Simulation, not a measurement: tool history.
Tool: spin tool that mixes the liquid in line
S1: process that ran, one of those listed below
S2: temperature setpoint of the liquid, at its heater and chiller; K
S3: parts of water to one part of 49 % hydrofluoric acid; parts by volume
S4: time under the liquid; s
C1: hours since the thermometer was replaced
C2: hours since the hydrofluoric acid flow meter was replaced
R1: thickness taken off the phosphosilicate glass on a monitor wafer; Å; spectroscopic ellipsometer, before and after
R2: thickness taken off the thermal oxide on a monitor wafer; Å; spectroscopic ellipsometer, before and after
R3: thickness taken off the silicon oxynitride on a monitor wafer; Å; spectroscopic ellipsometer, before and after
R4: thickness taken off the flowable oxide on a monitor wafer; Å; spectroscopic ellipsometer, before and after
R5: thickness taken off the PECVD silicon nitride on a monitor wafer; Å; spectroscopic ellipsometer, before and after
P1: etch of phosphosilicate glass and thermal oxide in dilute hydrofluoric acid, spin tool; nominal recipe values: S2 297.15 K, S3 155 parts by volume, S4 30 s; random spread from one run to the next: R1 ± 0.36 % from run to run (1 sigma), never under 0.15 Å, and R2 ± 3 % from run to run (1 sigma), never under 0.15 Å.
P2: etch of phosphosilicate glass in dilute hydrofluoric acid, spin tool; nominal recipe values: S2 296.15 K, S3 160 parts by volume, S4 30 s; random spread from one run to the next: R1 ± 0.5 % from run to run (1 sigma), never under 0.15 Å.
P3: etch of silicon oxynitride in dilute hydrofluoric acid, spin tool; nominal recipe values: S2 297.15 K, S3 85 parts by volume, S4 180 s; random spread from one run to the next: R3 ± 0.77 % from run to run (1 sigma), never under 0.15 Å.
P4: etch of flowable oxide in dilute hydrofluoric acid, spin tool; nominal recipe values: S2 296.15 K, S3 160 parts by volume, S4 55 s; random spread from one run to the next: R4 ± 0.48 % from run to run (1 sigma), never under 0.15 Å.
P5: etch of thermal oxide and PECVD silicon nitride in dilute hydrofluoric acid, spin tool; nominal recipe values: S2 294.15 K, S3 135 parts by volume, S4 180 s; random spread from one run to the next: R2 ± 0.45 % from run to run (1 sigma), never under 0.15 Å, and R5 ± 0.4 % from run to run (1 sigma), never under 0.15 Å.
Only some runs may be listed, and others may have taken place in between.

Run 1, hour 6.3: S1 P1, S2 297.15 K, S3 155 parts by volume, S4 30 s; C1 325.1; C2 956.1. Result: R1 360.13 Å, R2 8.4308 Å.
Run 2, hour 10.9: S1 P2, S2 296.15 K, S3 160 parts by volume, S4 15 s; C1 329.7; C2 960.7. Result: R1 122.24 Å.
Run 3, hour 17.7: S1 P3, S2 297.15 K, S3 85 parts by volume, S4 180 s; C1 336.5; C2 967.5. Result: R3 31.245 Å.
Run 4, hour 24.2: S1 P4, S2 296.15 K, S3 160 parts by volume, S4 55 s; C1 343; C2 974. Result: R4 97.977 Å.
Run 5, hour 28: S1 P3, S2 303.65 K, S3 85 parts by volume, S4 180 s; C1 346.8; C2 977.8. Result: R3 42.852 Å.
At hour 29: thermometer replaced.
Run 6, hour 32.5: S1 P1, S2 297.15 K, S3 155 parts by volume, S4 30 s; C1 3.5; C2 982.3. Result: R1 360.98 Å, R2 8.6023 Å.
Run 7, hour 37.5: S1 P4, S2 296.15 K, S3 245 parts by volume, S4 55 s; C1 8.5; C2 987.3. Result: R4 58.055 Å.
Run 8, hour 40.7: S1 P1, S2 297.15 K, S3 155 parts by volume, S4 30 s; C1 11.7; C2 990.5. Result: R1 359.16 Å, R2 8.3275 Å.
Run 9, hour 47.3: S1 P1, S2 297.15 K, S3 155 parts by volume, S4 15 s; C1 18.3; C2 997.1. Result: R1 180.2 Å, R2 4.4565 Å.
Run 10, hour 52.1: S1 P2, S2 290.15 K, S3 160 parts by volume, S4 30 s; C1 23.1; C2 1001.9. Result: R1 193.6 Å.
Run 11, hour 58.2: S1 P1, S2 297.15 K, S3 155 parts by volume, S4 30 s; C1 29.2; C2 1008. Result: R1 362.01 Å, R2 8.564 Å.
Run 12, hour 61.8: S1 P1, S2 292.65 K, S3 155 parts by volume, S4 15 s; C1 32.8; C2 1011.6. Result: R1 151.08 Å, R2 3.2042 Å.
Run 13, hour 67.3: S1 P3, S2 297.15 K, S3 130 parts by volume, S4 180 s; C1 38.3; C2 1017.1. Result: R3 19.983 Å.
Run 14, hour 73.2: S1 P5, S2 290.15 K, S3 135 parts by volume, S4 180 s; C1 44.2; C2 1023. Result: R2 46.113 Å, R5 39.279 Å.
Run 15, hour 79.9: S1 P1, S2 302.65 K, S3 155 parts by volume, S4 45 s; C1 50.9; C2 1029.7. Result: R1 660.33 Å, R2 16.16 Å.
Run 16, hour 83.4: S1 P3, S2 297.15 K, S3 85 parts by volume, S4 180 s; C1 54.4; C2 1033.2. Result: R3 31.549 Å.
Run 17, hour 88.8: S1 P4, S2 296.15 K, S3 160 parts by volume, S4 95 s; C1 59.8; C2 1038.6. Result: R4 168.4 Å.
Run 18, hour 92.3: S1 P2, S2 296.15 K, S3 160 parts by volume, S4 30 s; C1 63.3; C2 1042.1. Result: R1 244.03 Å.
Run 19, hour 96: S1 P5, S2 294.15 K, S3 20 parts by volume, S4 180 s; C1 67; C2 1045.8. Result: R2 418.03 Å, R5 325.73 Å.
Run 20, hour 102.2: S1 P2, S2 296.15 K, S3 160 parts by volume, S4 30 s; C1 73.2; C2 1052. Result: R1 245.03 Å.
Run 21, hour 108.3: S1 P1, S2 297.15 K, S3 40 parts by volume, S4 30 s; C1 79.3; C2 1058.1. Result: R1 1621.2 Å, R2 37.714 Å.
Run 22, hour 115.5: S1 P1, S2 302.15 K, S3 155 parts by volume, S4 30 s; C1 86.5; C2 1065.3. Result: R1 434.3 Å, R2 10.681 Å.
Run 23, hour 120.2: S1 P3, S2 297.15 K, S3 85 parts by volume, S4 335 s; C1 91.2; C2 1070. Result: R3 59.725 Å.
Run 24, hour 127.5: S1 P2, S2 296.15 K, S3 250 parts by volume, S4 30 s; C1 98.5; C2 1077.3. Result: R1 142.93 Å.
Run 25, hour 134: S1 P5, S2 294.15 K, S3 135 parts by volume, S4 180 s; C1 105; C2 1083.8. Result: R2 53.954 Å, R5 51.499 Å.
Run 26, hour 138.2: S1 P5, S2 294.15 K, S3 135 parts by volume, S4 180 s; C1 109.2; C2 1088. Result: R2 53.548 Å, R5 51.369 Å.
Run 27, hour 142.9: S1 P5, S2 294.15 K, S3 135 parts by volume, S4 40 s; C1 113.9; C2 1092.7. Result: R2 12.354 Å, R5 11.33 Å.
Run 28, hour 150: S1 P1, S2 290.15 K, S3 155 parts by volume, S4 30 s; C1 121; C2 1099.8. Result: R1 272.92 Å, R2 6.688 Å.
Run 29, hour 157.3: S1 P1, S2 297.15 K, S3 220 parts by volume, S4 30 s; C1 128.3; C2 1107.1. Result: R1 235.45 Å, R2 5.0658 Å.
Run 30, hour 162.1: S1 P4, S2 290.15 K, S3 160 parts by volume, S4 55 s; C1 133.1; C2 1111.9. Result: R4 76.629 Å.
Run 31, hour 169.2: S1 P1, S2 297.15 K, S3 155 parts by volume, S4 50 s; C1 140.2; C2 1119. Result: R1 601.54 Å, R2 14.626 Å.
Run 32, hour 174.2: S1 P1, S2 297.15 K, S3 155 parts by volume, S4 30 s; C1 145.2; C2 1124. Result: R1 359.81 Å, R2 8.5441 Å.
Run 33, hour 180.6: S1 P1, S2 297.15 K, S3 155 parts by volume, S4 30 s; C1 151.6; C2 1130.4. Result: R1 370.92 Å, R2 8.8183 Å.
Run 34, hour 186.3: S1 P1, S2 297.15 K, S3 155 parts by volume, S4 30 s; C1 157.3; C2 1136.1. Result: R1 377.32 Å, R2 8.8845 Å.
Run 35, hour 189.9: S1 P1, S2 297.15 K, S3 155 parts by volume, S4 30 s; C1 160.9; C2 1139.7. Result: R1 382.55 Å, R2 8.9928 Å.
Run 36, hour 195.5: S1 P1, S2 297.15 K, S3 155 parts by volume, S4 30 s; C1 166.5; C2 1145.3. Result: R1 382.64 Å, R2 9.1676 Å.
Run 37, hour 202.4: S1 P1, S2 297.15 K, S3 155 parts by volume, S4 30 s; C1 173.4; C2 1152.2. Result: R1 384.03 Å, R2 8.4652 Å.
Run 38, hour 205.7: S1 P1, S2 297.15 K, S3 155 parts by volume, S4 30 s; C1 176.7; C2 1155.5. Result: R1 386.16 Å, R2 9.337 Å.
Run 39, hour 212.1: S1 P1, S2 297.15 K, S3 155 parts by volume, S4 30 s; C1 183.1; C2 1161.9. Result: R1 384.96 Å, R2 9.1309 Å.

The output of P1 has drifted from where it used to be. Each of the 2 causes below, taken at the size shown beside it, accounts for the log equally well:
A: liquid hotter than its thermometer reads (K) = 1.86
B: hydrofluoric acid flow above the setpoint (%) = 6.17
The gradual shift began around hour 174.2.

Below are 4 check runs, each on a single wafer, with their results shown as question marks. Which of them would tell the listed causes apart, meaning the causes would give clearly different results under it?
Run check 1, hour 218.5: S1 P4, S2 296.15 K, S3 240 parts by volume, S4 55 s. Result: R4 ?.
Run check 2, hour 218.5: S1 P3, S2 303.15 K, S3 85 parts by volume, S4 260 s. Result: R3 ?.
Run check 3, hour 218.5: S1 P2, S2 296.15 K, S3 215 parts by volume, S4 15 s. Result: R1 ?.
Run check 4, hour 218.5: S1 P5, S2 294.15 K, S3 30 parts by volume, S4 80 s. Result: R2 ?, R5 ?.

What each check would give under each cause:
  check  result    if A    if B
check 1      R4  63.568  64.013
check 2      R3  65.517  64.307
check 3      R1   92.37  92.807
check 4      R2  132.49  130.24
check 4      R5  112.22  104.52
Per check, the gap between the least separated pair of causes, taken in the result that splits them most: check 1 0.7 %; check 2 1.86 %; check 3 0.47 %; check 4 7.11 %
Check 4 tells the causes apart: in the others they would give nearly the same result.

Check 4 was carried out, with these results: R2 132.48 Å; R5 112.61 Å. Which of the listed causes is responsible?

It was cause A: liquid hotter than its thermometer reads (K).
